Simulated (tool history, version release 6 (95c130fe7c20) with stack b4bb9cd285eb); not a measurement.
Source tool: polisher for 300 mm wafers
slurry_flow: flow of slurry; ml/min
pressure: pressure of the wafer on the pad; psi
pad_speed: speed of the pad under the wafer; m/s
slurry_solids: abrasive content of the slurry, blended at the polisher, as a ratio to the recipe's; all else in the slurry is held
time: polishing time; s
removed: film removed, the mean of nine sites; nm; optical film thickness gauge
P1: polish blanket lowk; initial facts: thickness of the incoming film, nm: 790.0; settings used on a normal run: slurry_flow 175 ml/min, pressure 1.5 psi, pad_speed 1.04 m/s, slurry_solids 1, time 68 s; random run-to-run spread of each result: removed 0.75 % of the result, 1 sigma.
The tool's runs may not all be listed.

run   hour  slurry_flow  pressure  pad_speed  slurry_solids  time  removed
  1    4.6          175       1.5       1.04              1    68   19.931
  2     10          115       1.5       0.76              1    68   14.462
  3     18          175       1.5       1.04           1.45    68   23.388
  4   23.1          175       1.5       1.04              1    68   19.786
  5   30.6          175       1.5       1.44              1    68   25.753
  6   36.4          175       1.5       1.04              1    68   20.057
  7   42.2          260       1.5       1.04              1    68   21.131
  8   48.3          175       1.1       1.04              1    41   8.8607
  9   55.6          175       1.5       0.46              1    68   10.517
 10   63.1          175       1.5       1.04              1    68    19.71
 11   67.8          175       2.2       1.04              1    68   29.019
 12   74.4          175       1.5       1.04              1    68   20.184
 13   80.7          105       1.5       1.04              1    68    18.09
 14   84.8          175       1.5       1.04            0.5    68   13.749
        88  -- slurry nozzle cleaned
 15   90.2          175       1.5       1.04              1    34   9.9834
 16   97.6          175       1.5       1.04              1   102   29.983
     101.3  -- conditioning disc replaced and pad reconditioned
 17  104.5          175       2.3        0.7              1    68   22.356
 18  112.9          175       0.7       1.04              1    68   9.3919
 19  117.9          175       1.5       1.04              1    68   20.018
 20  124.9          175       1.5       1.04              1    68   19.926
 21  129.2          175       1.5       1.04              1    68   19.262
 22  137.2          175       1.5       1.04              1    68   18.652

Run 23 has not been measured yet. What should we expect?
     141.3  -- head pressure recalibrated
 23  141.6          175       1.5       1.04              1    68        ?

{"run 23": {"removed": 18.307}}
